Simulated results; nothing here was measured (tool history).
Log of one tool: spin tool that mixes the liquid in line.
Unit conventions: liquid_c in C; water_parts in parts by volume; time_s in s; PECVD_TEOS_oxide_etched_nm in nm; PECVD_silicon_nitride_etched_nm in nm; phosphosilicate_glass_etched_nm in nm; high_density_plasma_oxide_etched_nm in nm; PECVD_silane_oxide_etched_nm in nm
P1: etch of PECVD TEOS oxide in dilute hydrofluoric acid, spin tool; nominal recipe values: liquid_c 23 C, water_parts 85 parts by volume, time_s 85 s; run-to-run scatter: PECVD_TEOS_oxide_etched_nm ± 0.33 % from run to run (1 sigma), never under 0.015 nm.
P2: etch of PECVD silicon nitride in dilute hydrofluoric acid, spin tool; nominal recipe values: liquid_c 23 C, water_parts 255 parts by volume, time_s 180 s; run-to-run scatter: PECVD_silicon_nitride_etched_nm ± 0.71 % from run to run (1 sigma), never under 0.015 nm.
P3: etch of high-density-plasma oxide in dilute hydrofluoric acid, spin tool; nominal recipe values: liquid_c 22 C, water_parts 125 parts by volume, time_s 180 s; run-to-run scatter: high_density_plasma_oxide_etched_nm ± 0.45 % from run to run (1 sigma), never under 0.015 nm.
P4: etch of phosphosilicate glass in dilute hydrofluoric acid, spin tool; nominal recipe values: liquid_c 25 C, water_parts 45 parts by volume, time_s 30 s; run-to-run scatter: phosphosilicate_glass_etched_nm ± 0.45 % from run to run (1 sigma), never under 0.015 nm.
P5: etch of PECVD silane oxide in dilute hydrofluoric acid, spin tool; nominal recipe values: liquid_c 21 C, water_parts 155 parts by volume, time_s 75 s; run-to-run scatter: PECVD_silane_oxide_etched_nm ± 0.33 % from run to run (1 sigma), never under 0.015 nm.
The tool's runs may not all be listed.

run,day,process,liquid_c,water_parts,time_s,hours since the thermometer was replaced,hours since the hydrofluoric acid flow meter was replaced,PECVD_TEOS_oxide_etched_nm,PECVD_silicon_nitride_etched_nm,phosphosilicate_glass_etched_nm,high_density_plasma_oxide_etched_nm,PECVD_silane_oxide_etched_nm
1,0.442,P1,23,85,85,677.4,884.2,15.869,,,,
2,0.867,P2,30.5,255,180,687.6,894.4,,4.8419,,,
3,1.167,P1,23,85,85,694.8,901.6,15.914,,,,
4,1.471,P4,25,45,50,702.1,908.9,,,87.942,,
5,1.829,P2,23,470,180,710.7,917.5,,1.6622,,,
6,2.179,P1,23,125,120,719.1,925.9,14.485,,,,
7,2.533,P3,22,210,180,727.6,934.4,,,,4.5293,
8,2.95,P1,23,85,85,737.6,944.4,15.841,,,,
9,3.25,P1,23,55,130,744.8,951.6,38.821,,,,
10,3.567,P1,23,50,85,752.4,959.2,28.054,,,,
11,3.846,P1,28.5,85,85,759.1,965.9,19.783,,,,
12,4.142,P2,23,255,20,766.2,973,,0.3099,,,
13,4.442,P3,22,125,340,773.4,980.2,,,,15.856,
14,4.717,P3,22,125,180,780,986.8,,,,8.349,
15,5.217,P5,21,155,15,792,998.8,,,,,2.0108
16,5.579,P5,21,75,75,800.7,1007.5,,,,,22.862
17,5.888,P1,23,85,25,808.1,1014.9,4.6459,,,,
18,6.238,P4,25,25,30,816.5,1023.3,,,97.279,,
19,6.483,P5,21,155,75,822.4,1029.2,,,,,10.121
20,6.875,P4,25,45,30,831.8,1038.6,,,52.916,,
# day 7.167: hydrofluoric acid flow meter replaced
21,7.258,P1,23,110,125,841,2.2,17.523,,,,
22,7.579,P4,21.5,45,30,848.7,9.9,,,45.822,,
23,7.992,P2,23,255,180,858.6,19.8,,3.0691,,,
24,8.404,P5,26.5,155,75,868.5,29.7,,,,,12.561
25,8.783,P1,23,85,85,877.6,38.8,15.857,,,,
26,9.258,P1,23,145,85,889,50.2,8.6624,,,,

For run 27, what comes out?
27,9.575,P3,17,125,180,896.6,57.8,,,,?,

high_density_plasma_oxide_etched_nm: 6.8073 nm

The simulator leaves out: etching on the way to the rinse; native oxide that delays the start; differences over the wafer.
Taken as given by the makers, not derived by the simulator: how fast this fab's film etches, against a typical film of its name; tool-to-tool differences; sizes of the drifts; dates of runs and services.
